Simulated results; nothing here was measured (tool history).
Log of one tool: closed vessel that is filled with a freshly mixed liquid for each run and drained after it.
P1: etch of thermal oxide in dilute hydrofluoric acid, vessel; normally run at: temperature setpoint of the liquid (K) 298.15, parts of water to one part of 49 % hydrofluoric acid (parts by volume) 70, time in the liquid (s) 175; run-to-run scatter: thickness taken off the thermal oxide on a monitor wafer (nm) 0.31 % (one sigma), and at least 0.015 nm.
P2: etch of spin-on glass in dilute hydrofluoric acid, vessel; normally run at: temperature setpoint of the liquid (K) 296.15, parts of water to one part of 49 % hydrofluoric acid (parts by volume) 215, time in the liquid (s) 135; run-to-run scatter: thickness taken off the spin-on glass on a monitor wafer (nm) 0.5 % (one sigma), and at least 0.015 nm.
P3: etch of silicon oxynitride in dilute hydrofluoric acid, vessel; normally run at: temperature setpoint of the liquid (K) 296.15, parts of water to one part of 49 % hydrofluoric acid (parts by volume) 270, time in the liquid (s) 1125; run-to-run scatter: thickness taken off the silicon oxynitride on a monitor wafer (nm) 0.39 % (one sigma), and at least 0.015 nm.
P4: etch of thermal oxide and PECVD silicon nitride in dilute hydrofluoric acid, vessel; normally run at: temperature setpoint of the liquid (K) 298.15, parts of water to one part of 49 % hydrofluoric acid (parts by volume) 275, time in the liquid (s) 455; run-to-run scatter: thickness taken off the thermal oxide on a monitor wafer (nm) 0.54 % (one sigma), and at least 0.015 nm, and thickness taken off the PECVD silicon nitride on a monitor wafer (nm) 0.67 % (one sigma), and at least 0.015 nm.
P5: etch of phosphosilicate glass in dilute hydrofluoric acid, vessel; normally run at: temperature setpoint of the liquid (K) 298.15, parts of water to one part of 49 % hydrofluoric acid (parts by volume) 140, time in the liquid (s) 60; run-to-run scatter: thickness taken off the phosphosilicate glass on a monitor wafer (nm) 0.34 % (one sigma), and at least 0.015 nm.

run	hour	process that ran	temperature setpoint of the liquid (K)	parts of water to one part of 49 % hydrofluoric acid (parts by volume)	time in the liquid (s)	hours since the thermometer was replaced	hours since the hydrofluoric acid flow meter was replaced	thickness taken off the thermal oxide on a monitor wafer (nm)	thickness taken off the phosphosilicate glass on a monitor wafer (nm)	thickness taken off the silicon oxynitride on a monitor wafer (nm)	thickness taken off the spin-on glass on a monitor wafer (nm)	thickness taken off the PECVD silicon nitride on a monitor wafer (nm)
1	15.3	P1	298.15	70	175	1328.3	355	12.715				
2	24.4	P5	298.15	140	60	1337.4	364.1		39.068			
3	38.7	P1	298.15	70	45	1351.7	378.4	3.2566				
4	47.8	P1	298.15	70	175	1360.8	387.5	12.794				
5	64.1	P3	290.15	270	1125	1377.1	403.8			9.6161		
6	74.4	P1	298.15	70	175	1387.4	414.1	12.764				
7	86.7	P5	298.15	140	60	1399.7	426.4		39.14			
8	99.1	P3	296.15	270	210	1412.1	438.8			2.3628		
9	117	P2	296.15	215	210	1430	456.7				29.139	
10	129.4	P1	298.15	70	270	1442.4	469.1	19.616				
11	145.5	P2	296.15	65	135	1458.5	485.2				73.266	
12	155.1	P3	296.15	480	1125	1468.1	494.8			6.2638		
13	172.4	P4	298.15	275	455	1485.4	512.1	6.5078				2.9987
14	187.9	P1	292.15	70	175	1500.9	527.6	9.9146				
15	202.1	P5	290.15	140	60	1515.1	541.8		28.556			
16	219.5	P2	292.15	215	135	1532.5	559.2				15.958	
17	228	P2	296.15	215	135	1541	567.7				18.733	
18	243.6	P1	301.65	70	175	1556.6	583.3	14.653				
19	259.7	P1	298.15	70	175	1572.7	599.4	12.674				
20	269.3	P3	296.15	270	1125	1582.3	609			12.633		
21	287.5	P1	298.15	120	175	1600.5	627.2	7.0126				

Run 22 comes next. What will it give?
22	299.1	P2	296.15	215	135	1612.1	638.8				?	

Run 22 gave thickness taken off the spin-on glass on a monitor wafer (nm) 18.641.
